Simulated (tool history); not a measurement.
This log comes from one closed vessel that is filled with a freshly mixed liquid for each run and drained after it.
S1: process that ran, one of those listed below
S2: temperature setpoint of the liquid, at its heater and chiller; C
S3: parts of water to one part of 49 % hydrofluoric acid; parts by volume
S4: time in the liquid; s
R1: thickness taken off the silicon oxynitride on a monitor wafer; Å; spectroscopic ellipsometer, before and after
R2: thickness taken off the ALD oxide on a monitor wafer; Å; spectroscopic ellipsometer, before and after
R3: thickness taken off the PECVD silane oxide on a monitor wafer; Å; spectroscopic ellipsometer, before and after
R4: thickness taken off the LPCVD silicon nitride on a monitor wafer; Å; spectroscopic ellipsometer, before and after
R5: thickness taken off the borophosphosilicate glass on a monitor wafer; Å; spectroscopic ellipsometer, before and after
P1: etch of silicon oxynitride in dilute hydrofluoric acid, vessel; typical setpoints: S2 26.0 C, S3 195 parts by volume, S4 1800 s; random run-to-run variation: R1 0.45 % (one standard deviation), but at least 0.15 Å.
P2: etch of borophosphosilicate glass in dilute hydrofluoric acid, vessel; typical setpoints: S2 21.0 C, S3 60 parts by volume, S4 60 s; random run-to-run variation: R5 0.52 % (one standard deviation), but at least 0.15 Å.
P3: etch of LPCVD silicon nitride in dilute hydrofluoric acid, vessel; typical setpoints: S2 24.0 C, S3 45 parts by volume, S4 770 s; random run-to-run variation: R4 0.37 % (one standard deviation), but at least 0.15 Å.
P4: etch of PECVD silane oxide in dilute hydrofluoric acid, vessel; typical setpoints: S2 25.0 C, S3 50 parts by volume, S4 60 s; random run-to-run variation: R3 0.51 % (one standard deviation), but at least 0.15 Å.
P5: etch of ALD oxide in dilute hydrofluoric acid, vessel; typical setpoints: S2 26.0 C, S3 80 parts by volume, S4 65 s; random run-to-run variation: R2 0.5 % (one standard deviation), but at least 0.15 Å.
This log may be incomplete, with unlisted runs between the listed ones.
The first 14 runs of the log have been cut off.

run	hour	S1	S2	S3	S4	R1	R2	R3	R4	R5
15	113.6	P1	26.0	275	2735	168.4100				
16	120.7	P1	21.0	195	135	9.8378				
17	127.4	P4	19.5	50	60			420.08		
18	136.5	P2	21.0	90	60					458.91
19	143.2	P3	24.0	45	770				89.4720	
20	151.9	P1	26.0	195	1800	165.1400				
21	161.2	P3	28.5	45	770				119.9300	
22	171.1	P2	28.5	60	60					953.91
23	180.1	P2	21.0	60	30					353.66
24	186.6	P3	24.0	45	70				7.9324	

Run 25 is up next; what results do you expect?
25	191.9	P1	26.0	195	2995	?				

Run 25 produced R1 275.7300 Å.
